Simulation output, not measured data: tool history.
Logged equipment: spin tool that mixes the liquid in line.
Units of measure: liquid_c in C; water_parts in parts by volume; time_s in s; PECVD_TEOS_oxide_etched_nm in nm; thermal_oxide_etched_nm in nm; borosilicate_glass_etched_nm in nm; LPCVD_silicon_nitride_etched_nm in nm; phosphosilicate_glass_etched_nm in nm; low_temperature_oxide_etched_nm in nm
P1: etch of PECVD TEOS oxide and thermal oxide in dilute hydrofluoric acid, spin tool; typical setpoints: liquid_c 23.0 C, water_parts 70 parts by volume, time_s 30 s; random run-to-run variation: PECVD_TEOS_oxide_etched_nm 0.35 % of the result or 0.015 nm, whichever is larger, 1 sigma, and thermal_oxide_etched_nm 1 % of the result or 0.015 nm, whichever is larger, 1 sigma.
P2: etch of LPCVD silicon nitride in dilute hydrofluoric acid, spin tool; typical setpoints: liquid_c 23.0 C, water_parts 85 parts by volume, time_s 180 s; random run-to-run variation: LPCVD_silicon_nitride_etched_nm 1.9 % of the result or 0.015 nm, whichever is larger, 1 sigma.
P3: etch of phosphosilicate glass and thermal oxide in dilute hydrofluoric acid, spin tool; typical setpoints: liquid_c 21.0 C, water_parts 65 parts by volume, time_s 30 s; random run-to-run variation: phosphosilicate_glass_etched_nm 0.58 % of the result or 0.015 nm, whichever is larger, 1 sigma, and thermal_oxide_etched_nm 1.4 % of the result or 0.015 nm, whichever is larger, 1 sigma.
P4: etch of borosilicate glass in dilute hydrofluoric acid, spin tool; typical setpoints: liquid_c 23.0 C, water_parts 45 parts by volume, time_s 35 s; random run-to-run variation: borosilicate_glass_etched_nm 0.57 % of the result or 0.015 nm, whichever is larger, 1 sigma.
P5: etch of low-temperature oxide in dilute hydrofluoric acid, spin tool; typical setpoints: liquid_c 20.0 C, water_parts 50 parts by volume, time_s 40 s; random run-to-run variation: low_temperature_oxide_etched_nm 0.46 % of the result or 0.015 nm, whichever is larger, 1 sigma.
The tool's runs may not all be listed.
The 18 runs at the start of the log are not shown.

| run | day | process | liquid_c | water_parts | time_s | PECVD_TEOS_oxide_etched_nm | thermal_oxide_etched_nm | borosilicate_glass_etched_nm | LPCVD_silicon_nitride_etched_nm | phosphosilicate_glass_etched_nm | low_temperature_oxide_etched_nm |
|---|---|---|---|---|---|---|---|---|---|---|---|
| 19 | 5.779 | P1 | 28.0 | 25 | 30 | 44.6010 | 7.6428 |  |  |  |  |
| 20 | 6.167 | P3 | 21.0 | 65 | 30 |  | 2.0390 |  |  | 84.486 |  |
| 21 | 6.371 | P1 | 23.0 | 70 | 30 | 12.2200 | 2.0820 |  |  |  |  |
| 22 | 6.683 | P5 | 20.0 | 50 | 15 |  |  |  |  |  | 4.672 |
| 23 | 6.958 | P1 | 17.0 | 70 | 55 | 17.3990 | 2.9834 |  |  |  |  |
| 24 | 7.329 | P3 | 17.0 | 65 | 30 |  | 1.7393 |  |  | 70.861 |  |
| 25 | 7.575 | P4 | 30.5 | 45 | 35 |  |  | 28.1460 |  |  |  |
| 26 | 7.817 | P1 | 23.0 | 70 | 30 | 12.1200 | 2.0876 |  |  |  |  |
| 27 | 8.158 | P1 | 23.0 | 70 | 30 | 12.2130 | 2.0725 |  |  |  |  |
| 28 | 8.421 | P5 | 20.0 | 50 | 40 |  |  |  |  |  | 12.335 |

Forecast run 29:
| 29 | 8.700 | P3 | 21.0 | 65 | 55 |  | ? |  |  | ? |  |

thermal_oxide_etched_nm: 3.7280 nm
phosphosilicate_glass_etched_nm: 153.820 nm
